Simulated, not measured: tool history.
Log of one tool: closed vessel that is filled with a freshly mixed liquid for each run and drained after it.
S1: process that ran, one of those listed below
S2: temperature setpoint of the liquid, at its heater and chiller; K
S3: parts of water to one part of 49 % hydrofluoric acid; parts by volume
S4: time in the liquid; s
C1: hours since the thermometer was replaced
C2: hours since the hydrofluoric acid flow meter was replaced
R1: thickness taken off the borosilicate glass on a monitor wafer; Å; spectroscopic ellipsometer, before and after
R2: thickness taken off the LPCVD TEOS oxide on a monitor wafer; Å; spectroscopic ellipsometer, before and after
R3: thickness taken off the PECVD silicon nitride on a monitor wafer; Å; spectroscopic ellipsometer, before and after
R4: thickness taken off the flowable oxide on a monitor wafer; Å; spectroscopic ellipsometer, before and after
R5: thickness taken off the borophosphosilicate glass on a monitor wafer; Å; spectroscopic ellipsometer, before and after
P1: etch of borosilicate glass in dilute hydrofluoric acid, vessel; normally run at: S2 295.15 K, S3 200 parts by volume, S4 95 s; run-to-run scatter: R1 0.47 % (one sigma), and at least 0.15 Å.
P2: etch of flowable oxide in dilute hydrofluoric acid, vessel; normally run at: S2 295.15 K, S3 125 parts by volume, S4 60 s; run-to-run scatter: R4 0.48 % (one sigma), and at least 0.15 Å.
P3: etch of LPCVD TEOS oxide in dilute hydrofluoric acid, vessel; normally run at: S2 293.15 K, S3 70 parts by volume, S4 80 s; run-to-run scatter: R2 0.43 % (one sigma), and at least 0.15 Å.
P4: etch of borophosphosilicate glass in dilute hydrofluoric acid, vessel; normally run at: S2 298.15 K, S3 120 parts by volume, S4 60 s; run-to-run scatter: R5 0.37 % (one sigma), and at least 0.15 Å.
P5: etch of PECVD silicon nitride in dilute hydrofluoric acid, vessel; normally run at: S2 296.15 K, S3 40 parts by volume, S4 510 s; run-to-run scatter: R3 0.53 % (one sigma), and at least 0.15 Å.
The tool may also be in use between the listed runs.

{"run": 1, "hour": 7.0, "S1": "P1", "S2": 295.15, "S3": 200, "S4": 95, "C1": 438.3, "C2": 1210.6, "R1": 114.17}
{"run": 2, "hour": 14.5, "S1": "P3", "S2": 300.65, "S3": 70, "S4": 80, "C1": 445.8, "C2": 1218.1, "R2": 737.7}
{"run": 3, "hour": 20.0, "S1": "P1", "S2": 295.15, "S3": 200, "S4": 50, "C1": 451.3, "C2": 1223.6, "R1": 60.202}
{"run": 4, "hour": 25.9, "S1": "P3", "S2": 293.15, "S3": 70, "S4": 80, "C1": 457.2, "C2": 1229.5, "R2": 548.34}
{"run": 5, "hour": 29.4, "S1": "P5", "S2": 296.15, "S3": 40, "S4": 510, "C1": 460.7, "C2": 1233, "R3": 296.53}
{"run": 6, "hour": 34.9, "S1": "P2", "S2": 295.15, "S3": 125, "S4": 95, "C1": 466.2, "C2": 1238.5, "R4": 174.57}
{"run": 7, "hour": 39.6, "S1": "P1", "S2": 295.15, "S3": 200, "S4": 95, "C1": 470.9, "C2": 1243.2, "R1": 113.78}
{"run": 8, "hour": 43.7, "S1": "P1", "S2": 290.15, "S3": 200, "S4": 95, "C1": 475, "C2": 1247.3, "R1": 92.917}
{"run": 9, "hour": 51.0, "S1": "P1", "S2": 295.15, "S3": 310, "S4": 95, "C1": 482.3, "C2": 1254.6, "R1": 65.599}
{"run": 10, "hour": 56.1, "S1": "P1", "S2": 295.15, "S3": 270, "S4": 130, "C1": 487.4, "C2": 1259.7, "R1": 107.51}
{"run": 11, "hour": 62.7, "S1": "P5", "S2": 296.15, "S3": 20, "S4": 510, "C1": 494, "C2": 1266.3, "R3": 580.71}
{"run": 12, "hour": 69.9, "S1": "P3", "S2": 293.15, "S3": 20, "S4": 80, "C1": 501.2, "C2": 1273.5, "R2": 2040.2}
{"run": 13, "hour": 74.2, "S1": "P4", "S2": 298.15, "S3": 120, "S4": 60, "C1": 505.5, "C2": 1277.8, "R5": 441.94}
{"run": 14, "hour": 80.7, "S1": "P5", "S2": 302.65, "S3": 40, "S4": 510, "C1": 512, "C2": 1284.3, "R3": 452.09}
{"run": 15, "hour": 85.7, "S1": "P1", "S2": 302.65, "S3": 200, "S4": 50, "C1": 517, "C2": 1289.3, "R1": 78.271}
{"run": 16, "hour": 93.1, "S1": "P3", "S2": 293.15, "S3": 70, "S4": 135, "C1": 524.4, "C2": 1296.7, "R2": 923.19}
{"run": 17, "hour": 98.4, "S1": "P1", "S2": 295.15, "S3": 200, "S4": 170, "C1": 529.7, "C2": 1302, "R1": 203.52}
{"run": 18, "hour": 103.3, "S1": "P4", "S2": 298.15, "S3": 190, "S4": 60, "C1": 534.6, "C2": 1306.9, "R5": 256.87}
{"run": 19, "hour": 109.4, "S1": "P2", "S2": 295.15, "S3": 125, "S4": 60, "C1": 540.7, "C2": 1313, "R4": 111.02}
{"run": 20, "hour": 116.7, "S1": "P1", "S2": 295.15, "S3": 200, "S4": 95, "C1": 548, "C2": 1320.3, "R1": 113.48}
{"run": 21, "hour": 120.3, "S1": "P1", "S2": 300.65, "S3": 200, "S4": 95, "C1": 551.6, "C2": 1323.9, "R1": 139.02}
{"hour": 121.2, "done": "thermometer replaced"}
{"run": 22, "hour": 125.9, "S1": "P2", "S2": 295.15, "S3": 205, "S4": 60, "C1": 4.8, "C2": 1329.5, "R4": 61.837}
{"run": 23, "hour": 129.3, "S1": "P1", "S2": 295.15, "S3": 200, "S4": 95, "C1": 8.2, "C2": 1332.9, "R1": 113.92}
{"run": 24, "hour": 135.0, "S1": "P4", "S2": 298.15, "S3": 120, "S4": 95, "C1": 13.9, "C2": 1338.6, "R5": 700.72}
{"run": 25, "hour": 140.8, "S1": "P5", "S2": 296.15, "S3": 40, "S4": 990, "C1": 19.7, "C2": 1344.4, "R3": 578.23}
{"run": 26, "hour": 146.1, "S1": "P4", "S2": 306.15, "S3": 120, "S4": 60, "C1": 25, "C2": 1349.7, "R5": 593.08}
{"run": 27, "hour": 151.5, "S1": "P1", "S2": 295.15, "S3": 200, "S4": 95, "C1": 30.4, "C2": 1355.1, "R1": 114.04}
{"run": 28, "hour": 155.2, "S1": "P1", "S2": 295.15, "S3": 105, "S4": 95, "C1": 34.1, "C2": 1358.8, "R1": 240.94}
{"run": 29, "hour": 161.5, "S1": "P1", "S2": 295.15, "S3": 200, "S4": 95, "C1": 40.4, "C2": 1365.1, "R1": 113.75}
{"run": 30, "hour": 168.7, "S1": "P2", "S2": 290.15, "S3": 125, "S4": 60, "C1": 47.6, "C2": 1372.3, "R4": 90.071}
{"run": 31, "hour": 174.0, "S1": "P1", "S2": 295.15, "S3": 200, "S4": 95, "C1": 52.9, "C2": 1377.6, "R1": 113.35}
{"run": 32, "hour": 180.3, "S1": "P1", "S2": 295.15, "S3": 200, "S4": 95, "C1": 59.2, "C2": 1383.9, "R1": 111.64}
{"run": 33, "hour": 183.6, "S1": "P1", "S2": 295.15, "S3": 200, "S4": 95, "C1": 62.5, "C2": 1387.2, "R1": 110.68}
{"run": 34, "hour": 188.0, "S1": "P1", "S2": 295.15, "S3": 200, "S4": 95, "C1": 66.9, "C2": 1391.6, "R1": 109.84}
{"run": 35, "hour": 195.5, "S1": "P1", "S2": 295.15, "S3": 200, "S4": 95, "C1": 74.4, "C2": 1399.1, "R1": 109.52}
{"run": 36, "hour": 201.8, "S1": "P1", "S2": 295.15, "S3": 200, "S4": 95, "C1": 80.7, "C2": 1405.4, "R1": 108.41}
{"run": 37, "hour": 207.3, "S1": "P1", "S2": 295.15, "S3": 200, "S4": 95, "C1": 86.2, "C2": 1410.9, "R1": 107.62}
{"run": 38, "hour": 211.5, "S1": "P1", "S2": 295.15, "S3": 200, "S4": 95, "C1": 90.4, "C2": 1415.1, "R1": 106.37}
{"run": 39, "hour": 218.8, "S1": "P1", "S2": 295.15, "S3": 200, "S4": 95, "C1": 97.7, "C2": 1422.4, "R1": 107.4}
{"run": 40, "hour": 225.4, "S1": "P1", "S2": 295.15, "S3": 200, "S4": 95, "C1": 104.3, "C2": 1429, "R1": 106.71}

What P1 gives has crept away from where it was. These 2 causes fit the log equally well, each at the size given:
A: hydrofluoric acid flow below the setpoint (%) = 5.26
B: liquid colder than its thermometer reads (K) = 1.72
The creep began at about hour 174.

4 check runs are offered, one wafer each, their results left as question marks. Which one tells the causes apart?
{"run": "check 1", "hour": 232.0, "S1": "P2", "S2": 290.15, "S3": 125, "S4": 60, "R4": "?"}
{"run": "check 2", "hour": 232.0, "S1": "P4", "S2": 305.65, "S3": 120, "S4": 60, "R5": "?"}
{"run": "check 3", "hour": 232.0, "S1": "P5", "S2": 301.65, "S3": 40, "S4": 985, "R3": "?"}
{"run": "check 4", "hour": 232.0, "S1": "P3", "S2": 298.15, "S3": 70, "S4": 80, "R2": "?"}

What each check would give under each cause:
check=check_1 result=R4 if_A=84.834 if_B=83.895
check=check_2 result=R5 if_A=547.27 if_B=547.94
check=check_3 result=R3 if_A=780.97 if_B=735.12
check=check_4 result=R2 if_A=634.18 if_B=627.61
How far apart the two closest causes lie, in the result that separates them most: check 1 1.11 %; check 2 0.12 %; check 3 6.05 %; check 4 1.04 %
Check 3 tells the causes apart: in the others they would give nearly the same result.

Then check 3 was run and gave: R3 779.34 Å. Which cause is it?

It is A: hydrofluoric acid flow below the setpoint (%).

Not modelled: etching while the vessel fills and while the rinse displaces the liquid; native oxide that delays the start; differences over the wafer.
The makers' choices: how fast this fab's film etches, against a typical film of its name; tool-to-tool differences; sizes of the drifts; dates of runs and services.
